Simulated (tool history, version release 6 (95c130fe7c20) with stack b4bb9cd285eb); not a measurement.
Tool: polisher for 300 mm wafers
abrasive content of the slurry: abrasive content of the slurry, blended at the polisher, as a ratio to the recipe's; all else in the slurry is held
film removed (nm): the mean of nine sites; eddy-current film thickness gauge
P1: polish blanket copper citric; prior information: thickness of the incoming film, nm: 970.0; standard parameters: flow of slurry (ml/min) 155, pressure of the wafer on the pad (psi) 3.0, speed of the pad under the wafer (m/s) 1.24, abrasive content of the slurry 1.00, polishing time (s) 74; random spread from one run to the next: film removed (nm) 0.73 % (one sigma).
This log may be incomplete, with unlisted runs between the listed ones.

| run | hour | flow of slurry (ml/min) | pressure of the wafer on the pad (psi) | speed of the pad under the wafer (m/s) | abrasive content of the slurry | polishing time (s) | film removed (nm) |
|---|---|---|---|---|---|---|---|
| 1 | 7.8 | 155 | 3.0 | 1.24 | 1.00 | 74 | 232.62 |
| 2 | 11.9 | 155 | 3.0 | 1.24 | 1.00 | 74 | 235.66 |
| 3 | 15.4 | 155 | 3.0 | 1.24 | 1.00 | 74 | 233.72 |
| 4 | 22.7 | 155 | 3.0 | 0.60 | 1.00 | 74 | 114.86 |
| 5 | 29.4 | 155 | 3.0 | 1.24 | 1.00 | 74 | 230.47 |
| 6 | 33.0 | 155 | 3.0 | 1.24 | 1.30 | 74 | 249.77 |
| 7 | 36.5 | 155 | 3.0 | 1.60 | 1.00 | 74 | 302.27 |
| 8 | 41.2 | 95 | 3.0 | 1.24 | 1.00 | 74 | 211.39 |
| 9 | 44.9 | 155 | 3.7 | 1.24 | 1.00 | 74 | 287.38 |
| 10 | 49.0 | 155 | 3.0 | 1.24 | 0.50 | 74 | 205.38 |
| 11 | 53.7 | 155 | 1.4 | 1.24 | 0.75 | 74 | 104.85 |
| 12 | 60.3 | 155 | 3.0 | 1.24 | 1.00 | 111 | 348.70 |
| 13 | 67.0 | 155 | 3.0 | 1.24 | 1.00 | 45 | 142.52 |
| 14 | 71.8 | 155 | 1.9 | 1.24 | 1.00 | 74 | 150.22 |
|  | 76.1 | worn pad replaced by a new one |
| 15 | 78.6 | 155 | 3.0 | 1.24 | 1.00 | 74 | 237.38 |
| 16 | 86.3 | 155 | 4.1 | 1.24 | 0.70 | 74 | 295.68 |
| 17 | 92.7 | 155 | 3.0 | 1.24 | 1.00 | 74 | 238.89 |
| 18 | 100.1 | 225 | 3.0 | 1.24 | 1.00 | 74 | 246.60 |
| 19 | 105.8 | 155 | 3.0 | 1.24 | 1.00 | 74 | 233.98 |
| 20 | 111.9 | 155 | 3.0 | 1.24 | 1.00 | 74 | 222.41 |
| 21 | 118.1 | 155 | 3.0 | 1.24 | 1.00 | 74 | 218.25 |
| 22 | 124.9 | 155 | 3.0 | 1.24 | 1.00 | 74 | 217.75 |
|  | 128.1 | worn pad replaced by a new one |
| 23 | 129.4 | 155 | 3.0 | 1.24 | 1.00 | 74 | 215.33 |
|  | 130.4 | slurry blender recalibrated |
| 24 | 132.9 | 155 | 3.0 | 1.24 | 1.00 | 74 | 211.73 |
| 25 | 136.8 | 155 | 3.0 | 1.24 | 1.00 | 74 | 211.63 |
| 26 | 141.3 | 155 | 3.0 | 1.24 | 1.00 | 74 | 212.01 |

The next listed run, before its measurement:
| 27 | 147.0 | 155 | 3.0 | 1.24 | 1.00 | 74 | ? |

film removed (nm): 212.02
